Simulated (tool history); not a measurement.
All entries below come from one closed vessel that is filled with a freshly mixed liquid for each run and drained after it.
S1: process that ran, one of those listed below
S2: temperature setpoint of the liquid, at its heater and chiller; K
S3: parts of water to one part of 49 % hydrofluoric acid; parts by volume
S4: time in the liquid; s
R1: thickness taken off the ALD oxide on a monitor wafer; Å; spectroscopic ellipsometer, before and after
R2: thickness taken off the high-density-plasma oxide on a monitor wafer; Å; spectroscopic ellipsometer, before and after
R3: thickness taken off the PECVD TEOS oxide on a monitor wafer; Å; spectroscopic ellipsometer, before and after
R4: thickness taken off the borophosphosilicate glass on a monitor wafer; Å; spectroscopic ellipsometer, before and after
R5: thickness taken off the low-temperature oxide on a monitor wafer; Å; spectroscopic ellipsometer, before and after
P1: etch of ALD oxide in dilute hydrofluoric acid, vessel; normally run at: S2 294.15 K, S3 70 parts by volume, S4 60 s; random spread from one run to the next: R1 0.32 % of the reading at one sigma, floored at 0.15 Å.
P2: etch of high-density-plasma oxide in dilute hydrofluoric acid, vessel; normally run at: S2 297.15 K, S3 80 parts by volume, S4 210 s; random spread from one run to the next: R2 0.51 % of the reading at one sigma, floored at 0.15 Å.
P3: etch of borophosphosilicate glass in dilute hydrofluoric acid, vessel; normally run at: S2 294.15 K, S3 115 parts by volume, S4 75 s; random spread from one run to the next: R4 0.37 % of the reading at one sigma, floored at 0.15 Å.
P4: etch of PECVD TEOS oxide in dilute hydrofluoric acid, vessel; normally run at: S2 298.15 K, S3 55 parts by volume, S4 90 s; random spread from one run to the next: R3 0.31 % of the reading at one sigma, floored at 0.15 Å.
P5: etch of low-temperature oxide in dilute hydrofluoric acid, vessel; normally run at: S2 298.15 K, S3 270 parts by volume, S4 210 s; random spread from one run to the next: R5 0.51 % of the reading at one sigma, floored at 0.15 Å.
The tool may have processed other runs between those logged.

run	hour	S1	S2	S3	S4	R1	R2	R3	R4	R5
1	10.5	P1	294.15	70	60	256.97				
2	16.4	P2	305.15	80	210		327.76			
3	27.7	P4	298.15	55	130			701.71		
4	37.5	P3	302.65	115	75				406.95	
5	45.2	P3	294.15	115	75				296.15	
6	52	P4	298.15	25	90			1120.6		
7	62.5	P3	294.15	115	35				137.65	
8	70.6	P1	290.15	70	60	218.59				
9	82.6	P4	298.15	55	90			486.44		
10	94.9	P3	294.15	45	75				819.36	
11	103.1	P1	300.65	70	30	167.38				
12	112.5	P4	298.15	55	90			488.13		
13	123	P1	294.15	70	85	362.88				
14	133.9	P1	294.15	70	60	257.66				
15	143.1	P5	306.15	270	210					104.12
16	152.7	P1	294.15	40	60	466.19				
17	160.4	P3	294.15	115	75				293.18	
18	168.4	P1	290.15	25	60	637.85				
19	178.6	P2	297.15	80	210		237.74			
20	186.1	P1	300.65	70	60	335.97				
21	197.1	P1	294.15	70	60	257.4				
22	209.6	P5	298.15	85	210					310.09
23	216.4	P5	298.15	270	105					39.901
24	225.8	P1	294.15	70	60	258.56				
25	235.8	P1	294.15	70	60	256.58				
26	247.8	P2	297.15	80	210		239.81			
27	260.2	P1	294.15	125	60	136.23				
28	265.8	P2	297.15	80	325		372.62			
29	271.9	P1	294.15	70	30	128.8				
30	283.7	P2	297.15	20	210		1036.9			
31	291.3	P4	303.15	55	90			593.57		
32	297.3	P5	298.15	270	210					78.989
33	303.5	P1	294.15	70	60	256.98				
34	309.6	P1	294.15	70	60	251.94				
35	319.7	P1	294.15	70	60	245.28				
36	330.4	P1	294.15	70	60	242.61				
37	337.6	P1	294.15	70	60	239.43				
38	346	P1	294.15	70	60	237.31				
39	354.1	P1	294.15	70	60	237.67				
40	360.8	P1	294.15	70	60	235.22				
41	367	P1	294.15	70	60	237.89				
42	378.3	P1	294.15	70	60	235.78				
43	387.4	P1	294.15	70	60	235.22				

What P1 gives has crept away from where it was. These 2 causes fit the log equally well, each at the size given:
A: liquid colder than its thermometer reads (K) = 2.14
B: hydrofluoric acid flow below the setpoint (%) = 7.91
At approximately hour 303.5, the process output began to creep.

Each of the check runs listed below is run on 2 wafers and reports their average, with the results left as question marks. Pick the one under which the possible causes would lead to clearly different results.
check 1	396.5	P3	294.15	115	75				?	
check 2	396.5	P2	297.15	80	210		?			
check 3	396.5	P5	298.15	270	210					?
check 4	396.5	P4	298.15	55	90			?		

Check results expected under each cause:
check	result	if A	if B
check 1	R4	269.75	268.06
check 2	R2	219.58	218.66
check 3	R5	73.433	71.256
check 4	R3	446.13	445.73
Minimum pairwise separation of causes per check, each pair taken at its best-separating result: check 1 0.63 %; check 2 0.42 %; check 3 3.01 %; check 4 0.09 %
The other checks would show nearly matching results whichever cause is true, so check 3 is the only one that separates the causes.

Here is what check 3 returned: R5 70.755 Å. Which cause is it?

It was cause B: hydrofluoric acid flow below the setpoint (%).
